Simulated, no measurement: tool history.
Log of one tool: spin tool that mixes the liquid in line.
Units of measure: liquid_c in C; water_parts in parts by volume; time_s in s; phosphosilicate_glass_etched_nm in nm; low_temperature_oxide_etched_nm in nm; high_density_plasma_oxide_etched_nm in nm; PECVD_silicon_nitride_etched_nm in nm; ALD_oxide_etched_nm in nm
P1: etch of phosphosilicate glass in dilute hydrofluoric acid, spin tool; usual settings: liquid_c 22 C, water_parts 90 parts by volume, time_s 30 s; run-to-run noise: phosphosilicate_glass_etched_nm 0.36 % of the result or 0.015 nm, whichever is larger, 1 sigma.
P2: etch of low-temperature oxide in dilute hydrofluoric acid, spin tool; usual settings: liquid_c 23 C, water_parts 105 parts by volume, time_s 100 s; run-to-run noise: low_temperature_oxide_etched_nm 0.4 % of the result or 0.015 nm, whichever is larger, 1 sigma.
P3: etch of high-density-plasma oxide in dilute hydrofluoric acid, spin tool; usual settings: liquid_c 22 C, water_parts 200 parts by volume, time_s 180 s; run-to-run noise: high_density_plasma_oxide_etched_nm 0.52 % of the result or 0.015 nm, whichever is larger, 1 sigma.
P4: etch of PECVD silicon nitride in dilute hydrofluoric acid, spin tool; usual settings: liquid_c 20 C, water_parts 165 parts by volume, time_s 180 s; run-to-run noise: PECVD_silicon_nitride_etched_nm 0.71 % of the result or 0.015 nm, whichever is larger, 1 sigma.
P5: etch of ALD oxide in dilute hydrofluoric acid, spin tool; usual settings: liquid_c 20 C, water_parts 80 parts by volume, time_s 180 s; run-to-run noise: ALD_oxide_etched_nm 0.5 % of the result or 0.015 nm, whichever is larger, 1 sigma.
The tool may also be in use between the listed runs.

run,hour,process,liquid_c,water_parts,time_s,hours since the thermometer was replaced,hours since the hydrofluoric acid flow meter was replaced,phosphosilicate_glass_etched_nm,low_temperature_oxide_etched_nm,high_density_plasma_oxide_etched_nm,PECVD_silicon_nitride_etched_nm,ALD_oxide_etched_nm
1,6,P1,22,90,30,1176.6,139.4,29.602,,,,
2,10.2,P2,17,105,100,1180.8,143.6,,14.526,,,
3,17,P1,27.5,125,30,1187.6,150.4,25.179,,,,
4,20.6,P2,23,25,100,1191.2,154,,87.344,,,
5,28,P3,22,200,180,1198.6,161.4,,,5.198,,
6,31.5,P2,23,105,160,1202.1,164.9,,30.077,,,
7,36.6,P3,17,200,180,1207.2,170,,,4.278,,
8,44.2,P1,17,90,30,1214.8,177.6,24.047,,,,
9,50.4,P4,20,165,180,1221,183.8,,,,2.9876,
10,55.7,P2,23,105,100,1226.3,189.1,,18.817,,,
11,59.7,P1,22,90,30,1230.3,193.1,29.433,,,,
12,65.5,P1,22,90,30,1236.1,198.9,29.458,,,,
13,70.6,P1,27,90,30,1241.2,204,36.142,,,,
14,74.3,P4,26.5,165,180,1244.9,207.7,,,,4.4525,
15,81.5,P3,22,290,180,1252.1,214.9,,,3.2702,,
16,85.5,P5,20,80,95,1256.1,218.9,,,,,10.397
17,93.4,P1,22,90,30,1264,226.8,29.586,,,,
18,100.5,P1,22,90,30,1271.1,233.9,29.706,,,,
19,105.4,P1,22,90,15,1276,238.8,14.84,,,,
# hour 107.1: hydrofluoric acid flow meter replaced
20,110.9,P4,20,265,180,1281.5,3.8,,,,1.8619,
21,117.8,P4,20,165,295,1288.4,10.7,,,,4.8436,
22,124.8,P5,20,80,180,1295.4,17.7,,,,,19.723
23,131.5,P1,22,90,30,1302.1,24.4,29.516,,,,
# hour 136.4: thermometer replaced
24,138.4,P5,20,110,180,2,31.3,,,,,13.903
25,143.4,P1,22,130,30,7,36.3,19.518,,,,
26,150.5,P3,22,200,30,14.1,43.4,,,0.86011,,
27,157.2,P1,22,40,30,20.8,50.1,70.881,,,,
28,163.4,P1,22,90,55,27,56.3,54.164,,,,
29,167.5,P5,27.5,80,180,31.1,60.4,,,,,26.808
30,175.3,P1,27.5,125,30,38.9,68.2,25.134,,,,
31,182.3,P1,22,90,30,45.9,75.2,29.554,,,,
32,190.1,P1,22,90,30,53.7,83,28.452,,,,
33,196,P1,22,90,30,59.6,88.9,27.999,,,,
34,201.4,P1,22,90,30,65,94.3,27.981,,,,
35,206.2,P1,22,90,30,69.8,99.1,27.786,,,,
36,213,P1,22,90,30,76.6,105.9,27.631,,,,
37,218.4,P1,22,90,30,82,111.3,27.709,,,,

What P1 gives has crept away from where it was. These 2 causes fit the log equally well, each at the size given:
A: hydrofluoric acid flow below the setpoint (%) = 5.6
B: liquid colder than its thermometer reads (K) = 1.57
Creep in the process output first set in at about hour 182.3.

The list below offers 4 check runs, each averaging the results of 2 wafers, and shows each result as a question mark. For which of them would the listed causes give clearly different results?
check 1,223.8,P2,23,105,100,,,,?,,,
check 2,223.8,P3,22,200,180,,,,,?,,
check 3,223.8,P5,20,80,180,,,,,,,?
check 4,223.8,P4,20,165,180,,,,,,?,

Outcome of each check run for each possible cause:
check,result,if A,if B
check 1,low_temperature_oxide_etched_nm,17.587,17.623
check 2,high_density_plasma_oxide_etched_nm,4.838,4.886
check 3,ALD_oxide_etched_nm,18.546,18.497
check 4,PECVD_silicon_nitride_etched_nm,2.7776,2.6449
Distance between the nearest two causes, measured in the result of the check that separates them most: check 1 0.2 %; check 2 0.99 %; check 3 0.26 %; check 4 4.9 %
Of the check runs offered, only check 4 discriminates between the causes; the rest would read about the same regardless of which cause applies.

Check 4 was then run and gave: PECVD_silicon_nitride_etched_nm 2.62 nm. Which cause is it?

The correct cause is B, namely: liquid colder than its thermometer reads (K).
